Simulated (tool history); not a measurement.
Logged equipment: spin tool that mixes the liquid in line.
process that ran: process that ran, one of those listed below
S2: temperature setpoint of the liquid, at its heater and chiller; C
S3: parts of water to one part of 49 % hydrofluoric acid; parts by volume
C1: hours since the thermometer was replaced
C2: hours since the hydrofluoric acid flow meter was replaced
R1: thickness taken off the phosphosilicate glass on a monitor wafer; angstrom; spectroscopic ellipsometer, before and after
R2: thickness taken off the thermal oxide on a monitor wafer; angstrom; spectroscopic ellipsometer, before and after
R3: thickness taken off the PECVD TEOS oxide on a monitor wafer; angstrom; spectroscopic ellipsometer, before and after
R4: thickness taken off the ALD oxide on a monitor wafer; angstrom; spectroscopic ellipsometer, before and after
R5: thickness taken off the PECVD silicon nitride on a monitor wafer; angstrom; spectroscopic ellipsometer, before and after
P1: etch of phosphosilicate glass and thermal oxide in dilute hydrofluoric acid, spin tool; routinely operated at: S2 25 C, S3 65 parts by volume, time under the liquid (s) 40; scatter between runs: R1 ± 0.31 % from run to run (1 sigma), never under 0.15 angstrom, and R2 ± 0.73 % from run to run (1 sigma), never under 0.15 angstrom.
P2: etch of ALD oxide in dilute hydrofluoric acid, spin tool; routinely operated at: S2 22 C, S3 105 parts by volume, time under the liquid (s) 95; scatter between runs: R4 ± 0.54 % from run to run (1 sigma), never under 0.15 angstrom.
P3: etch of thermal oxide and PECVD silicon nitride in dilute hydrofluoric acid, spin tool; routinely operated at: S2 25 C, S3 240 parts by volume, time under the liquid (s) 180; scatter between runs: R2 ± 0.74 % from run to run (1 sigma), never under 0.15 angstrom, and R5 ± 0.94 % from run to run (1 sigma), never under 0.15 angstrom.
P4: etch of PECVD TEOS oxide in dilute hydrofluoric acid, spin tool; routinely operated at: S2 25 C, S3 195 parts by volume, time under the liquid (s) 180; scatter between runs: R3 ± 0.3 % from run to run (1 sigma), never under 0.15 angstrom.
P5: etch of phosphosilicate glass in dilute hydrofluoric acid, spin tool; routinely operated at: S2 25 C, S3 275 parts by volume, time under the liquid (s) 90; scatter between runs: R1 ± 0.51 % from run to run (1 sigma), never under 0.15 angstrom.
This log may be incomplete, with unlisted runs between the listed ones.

Run 1, day 0.25: process that ran P1, S2 25 C, S3 65 parts by volume, time under the liquid (s) 40; C1 372.8; C2 449. Result: R1 401.08 angstrom, R2 30.352 angstrom.
Run 2, day 0.646: process that ran P1, S2 25 C, S3 65 parts by volume, time under the liquid (s) 40; C1 382.3; C2 458.5. Result: R1 400.65 angstrom, R2 30.61 angstrom.
Run 3, day 0.921: process that ran P4, S2 25 C, S3 195 parts by volume, time under the liquid (s) 180; C1 388.9; C2 465.1. Result: R3 139.46 angstrom.
Run 4, day 1.233: process that ran P1, S2 25 C, S3 45 parts by volume, time under the liquid (s) 60; C1 396.4; C2 472.6. Result: R1 888.39 angstrom, R2 67.116 angstrom.
Run 5, day 1.6: process that ran P1, S2 31.5 C, S3 65 parts by volume, time under the liquid (s) 40; C1 405.2; C2 481.4. Result: R1 516.69 angstrom, R2 38.943 angstrom.
Run 6, day 1.871: process that ran P2, S2 22 C, S3 175 parts by volume, time under the liquid (s) 95; C1 411.7; C2 487.9. Result: R4 52.545 angstrom.
Run 7, day 2.092: process that ran P4, S2 32.5 C, S3 195 parts by volume, time under the liquid (s) 180; C1 417; C2 493.2. Result: R3 181.64 angstrom.
Run 8, day 2.375: process that ran P5, S2 25 C, S3 275 parts by volume, time under the liquid (s) 20; C1 423.8; C2 500. Result: R1 81.808 angstrom.
Run 9, day 2.65: process that ran P1, S2 30.5 C, S3 65 parts by volume, time under the liquid (s) 15; C1 430.4; C2 506.6. Result: R1 186.18 angstrom, R2 14.03 angstrom.
Run 10, day 2.967: process that ran P3, S2 25 C, S3 360 parts by volume, time under the liquid (s) 180; C1 438; C2 514.2. Result: R2 19.183 angstrom, R5 17.764 angstrom.
Run 11, day 3.175: process that ran P3, S2 18.5 C, S3 240 parts by volume, time under the liquid (s) 180; C1 443; C2 519.2. Result: R2 25.79 angstrom, R5 17.839 angstrom.
Run 12, day 3.433: process that ran P4, S2 25 C, S3 195 parts by volume, time under the liquid (s) 270; C1 449.2; C2 525.4. Result: R3 210.66 angstrom.
Run 13, day 3.654: process that ran P3, S2 25 C, S3 240 parts by volume, time under the liquid (s) 360; C1 454.5; C2 530.7. Result: R2 65.423 angstrom, R5 52.268 angstrom.
Run 14, day 3.983: process that ran P1, S2 25 C, S3 25 parts by volume, time under the liquid (s) 40; C1 462.4; C2 538.6. Result: R1 1100 angstrom, R2 83.539 angstrom.
Run 15, day 4.158: process that ran P1, S2 29.5 C, S3 110 parts by volume, time under the liquid (s) 40; C1 466.6; C2 542.8. Result: R1 265.98 angstrom, R2 20.202 angstrom.
Run 16, day 4.346: process that ran P4, S2 25 C, S3 90 parts by volume, time under the liquid (s) 180; C1 471.1; C2 547.3. Result: R3 343.48 angstrom.
Run 17, day 4.575: process that ran P2, S2 17.5 C, S3 105 parts by volume, time under the liquid (s) 95; C1 476.6; C2 552.8. Result: R4 78.508 angstrom.
Run 18, day 4.896: process that ran P1, S2 20.5 C, S3 65 parts by volume, time under the liquid (s) 40; C1 484.3; C2 560.5. Result: R1 333.43 angstrom, R2 25.553 angstrom.
Run 19, day 5.25: process that ran P5, S2 25 C, S3 275 parts by volume, time under the liquid (s) 90; C1 492.8; C2 569. Result: R1 368.07 angstrom.
Run 20, day 5.638: process that ran P1, S2 25 C, S3 65 parts by volume, time under the liquid (s) 15; C1 502.1; C2 578.3. Result: R1 151.13 angstrom, R2 11.337 angstrom.
Run 21, day 5.888: process that ran P4, S2 25 C, S3 195 parts by volume, time under the liquid (s) 180; C1 508.1; C2 584.3. Result: R3 139.54 angstrom.
Run 22, day 6.233: process that ran P5, S2 25 C, S3 70 parts by volume, time under the liquid (s) 90; C1 516.4; C2 592.6. Result: R1 1830.8 angstrom.
Run 23, day 6.562: process that ran P1, S2 25 C, S3 65 parts by volume, time under the liquid (s) 40; C1 524.3; C2 600.5. Result: R1 398.48 angstrom, R2 30.289 angstrom.
Run 24, day 6.858: process that ran P2, S2 22 C, S3 105 parts by volume, time under the liquid (s) 45; C1 531.4; C2 607.6. Result: R4 44.721 angstrom.
Run 25, day 7.221: process that ran P5, S2 25 C, S3 275 parts by volume, time under the liquid (s) 90; C1 540.1; C2 616.3. Result: R1 371.3 angstrom.
Run 26, day 7.454: process that ran P1, S2 25 C, S3 65 parts by volume, time under the liquid (s) 80; C1 545.7; C2 621.9. Result: R1 801.5 angstrom, R2 60.624 angstrom.
Run 27, day 7.733: process that ran P1, S2 25 C, S3 65 parts by volume, time under the liquid (s) 40; C1 552.4; C2 628.6. Result: R1 397.56 angstrom, R2 30.845 angstrom.
Run 28, day 8.1: process that ran P2, S2 22 C, S3 105 parts by volume, time under the liquid (s) 95; C1 561.2; C2 637.4. Result: R4 94.139 angstrom.
Run 29, day 8.446: process that ran P5, S2 19 C, S3 275 parts by volume, time under the liquid (s) 90; C1 569.5; C2 645.7. Result: R1 296.25 angstrom.
Run 30, day 8.779: process that ran P1, S2 25 C, S3 100 parts by volume, time under the liquid (s) 40; C1 577.5; C2 653.7. Result: R1 248.87 angstrom, R2 18.983 angstrom.
Run 31, day 9.025: process that ran P1, S2 25 C, S3 65 parts by volume, time under the liquid (s) 40; C1 583.4; C2 659.6. Result: R1 401.45 angstrom, R2 30.722 angstrom.
Run 32, day 9.225: process that ran P3, S2 25 C, S3 240 parts by volume, time under the liquid (s) 180; C1 588.2; C2 664.4. Result: R2 32.279 angstrom, R5 26.361 angstrom.
Run 33, day 9.558: process that ran P1, S2 25 C, S3 65 parts by volume, time under the liquid (s) 40; C1 596.2; C2 672.4. Result: R1 400.49 angstrom, R2 30.213 angstrom.
Run 34, day 9.75: process that ran P1, S2 25 C, S3 65 parts by volume, time under the liquid (s) 40; C1 600.8; C2 677. Result: R1 404.96 angstrom, R2 30.405 angstrom.

Estimate the outcome of run 35 from the log above:
Run 35, day 10.1: process that ran P1, S2 25 C, S3 65 parts by volume, time under the liquid (s) 40; C1 609.2; C2 685.4. Result: R1 ?, R2 ?.

For run 35 the tool returned R1 411.42 angstrom, R2 31.483 angstrom.
